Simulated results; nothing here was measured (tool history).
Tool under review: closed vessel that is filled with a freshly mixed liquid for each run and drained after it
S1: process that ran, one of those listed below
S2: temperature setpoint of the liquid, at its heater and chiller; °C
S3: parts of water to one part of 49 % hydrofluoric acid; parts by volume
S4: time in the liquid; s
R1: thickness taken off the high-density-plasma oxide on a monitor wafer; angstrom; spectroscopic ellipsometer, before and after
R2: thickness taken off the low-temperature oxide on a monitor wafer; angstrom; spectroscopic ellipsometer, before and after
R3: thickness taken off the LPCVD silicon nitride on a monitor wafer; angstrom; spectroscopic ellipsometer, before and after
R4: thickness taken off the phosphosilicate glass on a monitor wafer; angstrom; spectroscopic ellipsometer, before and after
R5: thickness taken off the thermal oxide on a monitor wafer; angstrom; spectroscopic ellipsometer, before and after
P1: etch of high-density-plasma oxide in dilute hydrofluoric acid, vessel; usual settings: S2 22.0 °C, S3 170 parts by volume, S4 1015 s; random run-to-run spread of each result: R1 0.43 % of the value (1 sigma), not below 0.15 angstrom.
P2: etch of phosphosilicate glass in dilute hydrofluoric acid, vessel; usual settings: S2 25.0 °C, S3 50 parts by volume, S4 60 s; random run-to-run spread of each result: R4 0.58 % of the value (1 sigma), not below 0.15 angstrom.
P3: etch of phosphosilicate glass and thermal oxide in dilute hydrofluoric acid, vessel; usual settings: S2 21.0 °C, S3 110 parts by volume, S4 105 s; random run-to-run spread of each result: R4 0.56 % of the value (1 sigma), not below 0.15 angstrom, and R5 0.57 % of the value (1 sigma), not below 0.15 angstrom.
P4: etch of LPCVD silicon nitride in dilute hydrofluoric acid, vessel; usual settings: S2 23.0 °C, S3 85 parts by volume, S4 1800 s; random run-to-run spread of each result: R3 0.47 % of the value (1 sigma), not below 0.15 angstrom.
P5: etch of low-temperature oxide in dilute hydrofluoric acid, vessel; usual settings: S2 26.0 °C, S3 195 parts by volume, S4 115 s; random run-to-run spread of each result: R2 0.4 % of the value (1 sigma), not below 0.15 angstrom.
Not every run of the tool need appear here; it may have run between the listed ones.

Run 1, hour 8.4: S1 P1, S2 22.0 °C, S3 170 parts by volume, S4 1015 s. Result: R1 454.94 angstrom.
Run 2, hour 14.7: S1 P5, S2 26.0 °C, S3 195 parts by volume, S4 200 s. Result: R2 207.600 angstrom.
Run 3, hour 26.6: S1 P4, S2 23.0 °C, S3 85 parts by volume, S4 1800 s. Result: R3 90.470 angstrom.
Run 4, hour 39.0: S1 P2, S2 25.0 °C, S3 50 parts by volume, S4 60 s. Result: R4 940.42 angstrom.
Run 5, hour 49.5: S1 P2, S2 32.5 °C, S3 50 parts by volume, S4 60 s. Result: R4 1271.40 angstrom.
Run 6, hour 61.9: S1 P3, S2 21.0 °C, S3 70 parts by volume, S4 105 s. Result: R4 933.56 angstrom, R5 65.288 angstrom.
Run 7, hour 73.8: S1 P3, S2 21.0 °C, S3 110 parts by volume, S4 105 s. Result: R4 577.79 angstrom, R5 39.830 angstrom.
Run 8, hour 83.4: S1 P2, S2 25.0 °C, S3 50 parts by volume, S4 100 s. Result: R4 1580.40 angstrom.
Run 9, hour 91.0: S1 P5, S2 26.0 °C, S3 195 parts by volume, S4 115 s. Result: R2 119.960 angstrom.
At hour 99.3: hydrofluoric acid flow meter replaced.
Run 10, hour 101.8: S1 P3, S2 21.0 °C, S3 110 parts by volume, S4 210 s. Result: R4 1137.50 angstrom, R5 78.458 angstrom.
Run 11, hour 113.8: S1 P4, S2 23.0 °C, S3 135 parts by volume, S4 1800 s. Result: R3 57.064 angstrom.
Run 12, hour 125.1: S1 P5, S2 26.0 °C, S3 350 parts by volume, S4 115 s. Result: R2 56.702 angstrom.
Run 13, hour 132.2: S1 P2, S2 25.0 °C, S3 80 parts by volume, S4 60 s. Result: R4 571.33 angstrom.
Run 14, hour 139.0: S1 P1, S2 22.0 °C, S3 170 parts by volume, S4 1680 s. Result: R1 757.26 angstrom.
Run 15, hour 147.2: S1 P1, S2 17.0 °C, S3 170 parts by volume, S4 1015 s. Result: R1 372.55 angstrom.
Run 16, hour 158.5: S1 P5, S2 21.0 °C, S3 195 parts by volume, S4 115 s. Result: R2 98.753 angstrom.
Run 17, hour 166.2: S1 P3, S2 21.0 °C, S3 110 parts by volume, S4 105 s. Result: R4 576.13 angstrom, R5 39.175 angstrom.
Run 18, hour 175.2: S1 P1, S2 22.0 °C, S3 170 parts by volume, S4 1015 s. Result: R1 459.59 angstrom.
Run 19, hour 182.5: S1 P1, S2 22.0 °C, S3 170 parts by volume, S4 1015 s. Result: R1 458.15 angstrom.
Run 20, hour 188.2: S1 P4, S2 29.0 °C, S3 85 parts by volume, S4 1800 s. Result: R3 134.120 angstrom.
Run 21, hour 194.2: S1 P1, S2 28.5 °C, S3 170 parts by volume, S4 1015 s. Result: R1 581.46 angstrom.
Run 22, hour 204.0: S1 P1, S2 22.0 °C, S3 255 parts by volume, S4 1015 s. Result: R1 280.76 angstrom.
Run 23, hour 215.9: S1 P1, S2 22.0 °C, S3 170 parts by volume, S4 235 s. Result: R1 106.15 angstrom.
Run 24, hour 225.4: S1 P4, S2 23.0 °C, S3 85 parts by volume, S4 1800 s. Result: R3 90.386 angstrom.
Run 25, hour 235.0: S1 P1, S2 22.0 °C, S3 75 parts by volume, S4 1825 s. Result: R1 2076.60 angstrom.
Run 26, hour 240.7: S1 P5, S2 26.0 °C, S3 195 parts by volume, S4 115 s. Result: R2 118.810 angstrom.
Run 27, hour 248.0: S1 P3, S2 27.5 °C, S3 110 parts by volume, S4 105 s. Result: R4 738.05 angstrom, R5 50.897 angstrom.
Run 28, hour 256.3: S1 P2, S2 25.0 °C, S3 50 parts by volume, S4 60 s. Result: R4 947.40 angstrom.
Run 29, hour 266.7: S1 P4, S2 23.0 °C, S3 85 parts by volume, S4 490 s. Result: R3 24.849 angstrom.
Run 30, hour 274.2: S1 P1, S2 22.0 °C, S3 95 parts by volume, S4 1015 s. Result: R1 886.74 angstrom.
Run 31, hour 285.1: S1 P1, S2 22.0 °C, S3 170 parts by volume, S4 1015 s. Result: R1 455.14 angstrom.

Predict the results of run 32:
Run 32, hour 291.1: S1 P1, S2 22.0 °C, S3 170 parts by volume, S4 1015 s. Result: R1 ?.

R1: 459.48 angstrom
